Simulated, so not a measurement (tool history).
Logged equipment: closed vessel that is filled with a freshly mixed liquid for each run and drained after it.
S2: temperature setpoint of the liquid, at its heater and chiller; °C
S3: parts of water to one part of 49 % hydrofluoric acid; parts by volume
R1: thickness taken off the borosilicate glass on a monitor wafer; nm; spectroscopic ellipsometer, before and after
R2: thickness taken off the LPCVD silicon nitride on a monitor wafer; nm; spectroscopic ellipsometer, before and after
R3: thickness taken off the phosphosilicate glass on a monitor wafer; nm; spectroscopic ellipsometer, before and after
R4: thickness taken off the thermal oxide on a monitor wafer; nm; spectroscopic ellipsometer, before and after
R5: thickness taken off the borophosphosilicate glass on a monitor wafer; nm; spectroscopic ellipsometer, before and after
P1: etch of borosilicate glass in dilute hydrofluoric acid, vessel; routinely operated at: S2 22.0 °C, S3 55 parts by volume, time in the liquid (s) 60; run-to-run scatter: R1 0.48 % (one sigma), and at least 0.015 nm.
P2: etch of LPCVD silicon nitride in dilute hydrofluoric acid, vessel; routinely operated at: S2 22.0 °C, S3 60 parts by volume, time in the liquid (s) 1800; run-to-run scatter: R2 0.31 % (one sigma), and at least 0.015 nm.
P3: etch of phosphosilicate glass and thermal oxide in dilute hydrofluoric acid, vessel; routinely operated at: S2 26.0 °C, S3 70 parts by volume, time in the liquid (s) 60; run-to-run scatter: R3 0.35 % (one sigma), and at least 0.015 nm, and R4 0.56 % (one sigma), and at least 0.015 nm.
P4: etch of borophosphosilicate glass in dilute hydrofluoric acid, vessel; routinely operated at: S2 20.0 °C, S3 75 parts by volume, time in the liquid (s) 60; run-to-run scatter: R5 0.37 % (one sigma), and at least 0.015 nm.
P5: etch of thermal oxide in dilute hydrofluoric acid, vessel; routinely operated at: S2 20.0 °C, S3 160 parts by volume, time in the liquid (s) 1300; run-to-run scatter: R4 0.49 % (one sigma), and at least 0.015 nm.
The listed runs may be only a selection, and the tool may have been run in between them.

{"run": 1, "hour": 7.5, "process that ran": "P1", "S2": 22.0, "S3": 55, "time in the liquid (s)": 60, "R1": 25.969}
{"run": 2, "hour": 22.3, "process that ran": "P2", "S2": 22.0, "S3": 60, "time in the liquid (s)": 1800, "R2": 12.093}
{"run": 3, "hour": 36.0, "process that ran": "P1", "S2": 22.0, "S3": 55, "time in the liquid (s)": 60, "R1": 25.949}
{"run": 4, "hour": 52.3, "process that ran": "P1", "S2": 22.0, "S3": 55, "time in the liquid (s)": 30, "R1": 13.054}
{"run": 5, "hour": 64.4, "process that ran": "P3", "S2": 26.0, "S3": 70, "time in the liquid (s)": 60, "R3": 150.16, "R4": 4.8225}
{"run": 6, "hour": 77.1, "process that ran": "P1", "S2": 17.0, "S3": 55, "time in the liquid (s)": 60, "R1": 21.025}
{"run": 7, "hour": 88.2, "process that ran": "P1", "S2": 22.0, "S3": 55, "time in the liquid (s)": 60, "R1": 26.074}
{"run": 8, "hour": 99.5, "process that ran": "P2", "S2": 22.0, "S3": 105, "time in the liquid (s)": 1800, "R2": 7.0614}
{"run": 9, "hour": 110.3, "process that ran": "P5", "S2": 20.0, "S3": 160, "time in the liquid (s)": 1300, "R4": 32.377}
{"run": 10, "hour": 120.3, "process that ran": "P1", "S2": 22.0, "S3": 80, "time in the liquid (s)": 115, "R1": 33.076}
{"run": 11, "hour": 136.7, "process that ran": "P2", "S2": 27.5, "S3": 60, "time in the liquid (s)": 1800, "R2": 17.461}
{"run": 12, "hour": 149.4, "process that ran": "P3", "S2": 26.0, "S3": 110, "time in the liquid (s)": 60, "R3": 90.74, "R4": 2.8615}
{"run": 13, "hour": 159.3, "process that ran": "P5", "S2": 27.5, "S3": 160, "time in the liquid (s)": 1300, "R4": 42.878}
{"run": 14, "hour": 170.3, "process that ran": "P1", "S2": 22.0, "S3": 55, "time in the liquid (s)": 115, "R1": 49.687}
{"run": 15, "hour": 183.2, "process that ran": "P3", "S2": 33.5, "S3": 70, "time in the liquid (s)": 60, "R3": 199.78, "R4": 6.3919}
{"run": 16, "hour": 193.4, "process that ran": "P1", "S2": 27.0, "S3": 55, "time in the liquid (s)": 60, "R1": 32.069}
{"run": 17, "hour": 207.3, "process that ran": "P5", "S2": 20.0, "S3": 160, "time in the liquid (s)": 1300, "R4": 32.275}
{"run": 18, "hour": 222.7, "process that ran": "P3", "S2": 26.0, "S3": 70, "time in the liquid (s)": 90, "R3": 225.65, "R4": 7.1581}
{"run": 19, "hour": 234.8, "process that ran": "P2", "S2": 22.0, "S3": 60, "time in the liquid (s)": 85, "R2": 0.55096}
{"run": 20, "hour": 251.2, "process that ran": "P4", "S2": 20.0, "S3": 75, "time in the liquid (s)": 105, "R5": 72.858}
{"run": 21, "hour": 261.1, "process that ran": "P1", "S2": 29.0, "S3": 20, "time in the liquid (s)": 60, "R1": 100.33}
{"run": 22, "hour": 277.8, "process that ran": "P4", "S2": 17.0, "S3": 75, "time in the liquid (s)": 60, "R5": 36.623}
{"run": 23, "hour": 288.0, "process that ran": "P1", "S2": 22.0, "S3": 55, "time in the liquid (s)": 60, "R1": 25.843}
{"run": 24, "hour": 296.1, "process that ran": "P1", "S2": 17.0, "S3": 55, "time in the liquid (s)": 95, "R1": 32.959}
{"run": 25, "hour": 308.0, "process that ran": "P5", "S2": 20.0, "S3": 160, "time in the liquid (s)": 670, "R4": 16.556}
{"run": 26, "hour": 324.4, "process that ran": "P4", "S2": 20.0, "S3": 20, "time in the liquid (s)": 60, "R5": 166.59}
{"run": 27, "hour": 335.7, "process that ran": "P1", "S2": 22.0, "S3": 55, "time in the liquid (s)": 60, "R1": 25.935}

Forecast run 28:
{"run": 28, "hour": 343.8, "process that ran": "P1", "S2": 22.0, "S3": 90, "time in the liquid (s)": 60, "R1": "?"}

R1: 15.200 nm
